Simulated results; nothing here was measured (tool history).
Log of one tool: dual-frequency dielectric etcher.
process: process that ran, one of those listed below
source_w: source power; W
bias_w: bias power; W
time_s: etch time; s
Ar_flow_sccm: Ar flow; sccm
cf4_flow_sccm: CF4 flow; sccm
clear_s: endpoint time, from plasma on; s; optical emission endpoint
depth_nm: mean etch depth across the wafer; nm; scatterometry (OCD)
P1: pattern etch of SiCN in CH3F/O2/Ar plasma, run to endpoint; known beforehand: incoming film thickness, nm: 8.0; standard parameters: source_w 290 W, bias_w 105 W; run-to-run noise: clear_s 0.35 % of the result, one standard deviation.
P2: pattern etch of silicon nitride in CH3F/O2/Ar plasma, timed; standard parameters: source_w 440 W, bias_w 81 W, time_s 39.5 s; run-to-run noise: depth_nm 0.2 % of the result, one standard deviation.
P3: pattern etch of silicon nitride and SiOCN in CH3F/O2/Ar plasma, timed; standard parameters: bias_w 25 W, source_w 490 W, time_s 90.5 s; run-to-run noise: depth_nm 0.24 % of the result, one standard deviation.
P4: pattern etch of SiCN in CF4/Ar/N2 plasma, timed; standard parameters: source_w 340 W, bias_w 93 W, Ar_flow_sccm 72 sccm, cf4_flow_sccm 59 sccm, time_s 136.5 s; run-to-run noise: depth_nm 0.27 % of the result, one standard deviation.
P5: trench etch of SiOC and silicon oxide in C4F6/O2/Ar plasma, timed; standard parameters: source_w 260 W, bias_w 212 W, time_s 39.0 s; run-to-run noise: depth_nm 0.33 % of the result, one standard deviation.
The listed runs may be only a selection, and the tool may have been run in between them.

| run | hour | process | source_w | bias_w | time_s | Ar_flow_sccm | cf4_flow_sccm | hours since the last wet clean | hours since the last source power generator calibration | hours since the last bias power generator calibration | clear_s | depth_nm |
|---|---|---|---|---|---|---|---|---|---|---|---|---|
| 1 | 9.2 | P1 | 290 | 105 |  |  |  | 365.9 | 1590.7 | 891.6 | 20.998 |  |
| 2 | 17.5 | P1 | 290 | 72 |  |  |  | 374.2 | 1599.0 | 899.9 | 24.107 |  |
| 3 | 23.3 | P5 | 260 | 212 | 39.0 |  |  | 380.0 | 1604.8 | 905.7 |  | 68.388 |
| 4 | 33.6 | P1 | 290 | 105 |  |  |  | 390.3 | 1615.1 | 916.0 | 20.905 |  |
|  | 38.3 | bias power generator calibrated |
| 5 | 42.9 | P1 | 290 | 148 |  |  |  | 399.6 | 1624.4 | 4.6 | 18.460 |  |
| 6 | 48.0 | P3 | 320 | 25 | 90.5 |  |  | 404.7 | 1629.5 | 9.7 |  | 12.188 |
| 7 | 54.1 | P1 | 200 | 105 |  |  |  | 410.8 | 1635.6 | 15.8 | 23.871 |  |
| 8 | 62.5 | P3 | 490 | 16 | 90.5 |  |  | 419.2 | 1644.0 | 24.2 |  | 11.648 |
| 9 | 70.0 | P1 | 400 | 82 |  |  |  | 426.7 | 1651.5 | 31.7 | 20.490 |  |
| 10 | 78.0 | P2 | 440 | 105 | 39.5 |  |  | 434.7 | 1659.5 | 39.7 |  | 31.894 |
| 11 | 85.8 | P1 | 290 | 105 |  |  |  | 442.5 | 1667.3 | 47.5 | 20.976 |  |
| 12 | 92.1 | P3 | 490 | 25 | 90.5 |  |  | 448.8 | 1673.6 | 53.8 |  | 14.102 |
| 13 | 99.9 | P5 | 260 | 212 | 39.0 |  |  | 456.6 | 1681.4 | 61.6 |  | 68.044 |
| 14 | 105.6 | P4 | 340 | 93 | 83.0 | 72 | 59 | 462.3 | 1687.1 | 67.3 |  | 64.093 |
| 15 | 113.2 | P4 | 210 | 93 | 136.5 | 72 | 59 | 469.9 | 1694.7 | 74.9 |  | 69.291 |
| 16 | 119.1 | P5 | 260 | 212 | 52.0 |  |  | 475.8 | 1700.6 | 80.8 |  | 90.817 |
| 17 | 127.9 | P3 | 490 | 25 | 116.0 |  |  | 484.6 | 1709.4 | 89.6 |  | 18.120 |
| 18 | 137.5 | P2 | 440 | 81 | 39.5 |  |  | 494.2 | 1719.0 | 99.2 |  | 29.101 |
| 19 | 143.8 | P5 | 260 | 161 | 39.0 |  |  | 500.5 | 1725.3 | 105.5 |  | 62.287 |
| 20 | 153.5 | P4 | 340 | 93 | 136.5 | 72 | 59 | 510.2 | 1735.0 | 115.2 |  | 105.050 |
| 21 | 161.6 | P1 | 290 | 105 |  |  |  | 518.3 | 1743.1 | 123.3 | 20.889 |  |
| 22 | 168.8 | P4 | 340 | 130 | 136.5 | 72 | 59 | 525.5 | 1750.3 | 130.5 |  | 119.710 |
| 23 | 175.9 | P2 | 440 | 81 | 39.5 |  |  | 532.6 | 1757.4 | 137.6 |  | 28.977 |
| 24 | 182.8 | P1 | 290 | 105 |  |  |  | 539.5 | 1764.3 | 144.5 | 20.917 |  |
| 25 | 193.3 | P1 | 400 | 105 |  |  |  | 550.0 | 1774.8 | 155.0 | 18.555 |  |
| 26 | 198.7 | P4 | 340 | 93 | 136.5 | 72 | 59 | 555.4 | 1780.2 | 160.4 |  | 104.520 |
| 27 | 205.9 | P4 | 340 | 93 | 136.5 | 72 | 41 | 562.6 | 1787.4 | 167.6 |  | 99.889 |
| 28 | 215.8 | P3 | 490 | 25 | 90.5 |  |  | 572.5 | 1797.3 | 177.5 |  | 14.120 |
| 29 | 220.6 | P5 | 210 | 212 | 39.0 |  |  | 577.3 | 1802.1 | 182.3 |  | 62.728 |
| 30 | 226.5 | P2 | 290 | 81 | 39.5 |  |  | 583.2 | 1808.0 | 188.2 |  | 24.769 |
| 31 | 236.6 | P4 | 340 | 93 | 136.5 | 42 | 59 | 593.3 | 1818.1 | 198.3 |  | 111.870 |
| 32 | 242.1 | P1 | 190 | 83 |  |  |  | 598.8 | 1823.6 | 203.8 | 26.681 |  |
| 33 | 252.6 | P2 | 440 | 81 | 48.5 |  |  | 609.3 | 1834.1 | 214.3 |  | 35.716 |
| 34 | 257.7 | P1 | 290 | 105 |  |  |  | 614.4 | 1839.2 | 219.4 | 20.902 |  |
| 35 | 267.8 | P1 | 290 | 105 |  |  |  | 624.5 | 1849.3 | 229.5 | 20.895 |  |
| 36 | 277.1 | P1 | 290 | 105 |  |  |  | 633.8 | 1858.6 | 238.8 | 20.740 |  |
| 37 | 285.3 | P1 | 290 | 105 |  |  |  | 642.0 | 1866.8 | 247.0 | 20.710 |  |
| 38 | 294.3 | P1 | 290 | 105 |  |  |  | 651.0 | 1875.8 | 256.0 | 20.640 |  |
| 39 | 302.4 | P1 | 290 | 105 |  |  |  | 659.1 | 1883.9 | 264.1 | 20.710 |  |
|  | 303.5 | wet clean of the chamber |
| 40 | 307.9 | P1 | 290 | 105 |  |  |  | 4.4 | 1889.4 | 269.6 | 20.581 |  |
| 41 | 312.8 | P1 | 290 | 105 |  |  |  | 9.3 | 1894.3 | 274.5 | 20.605 |  |
| 42 | 320.1 | P1 | 290 | 105 |  |  |  | 16.6 | 1901.6 | 281.8 | 20.724 |  |

The next listed run, before its measurement:
| 43 | 326.8 | P1 | 290 | 105 |  |  |  | 23.3 | 1908.3 | 288.5 | ? |  |

{"run 43": {"clear_s": 20.629}}

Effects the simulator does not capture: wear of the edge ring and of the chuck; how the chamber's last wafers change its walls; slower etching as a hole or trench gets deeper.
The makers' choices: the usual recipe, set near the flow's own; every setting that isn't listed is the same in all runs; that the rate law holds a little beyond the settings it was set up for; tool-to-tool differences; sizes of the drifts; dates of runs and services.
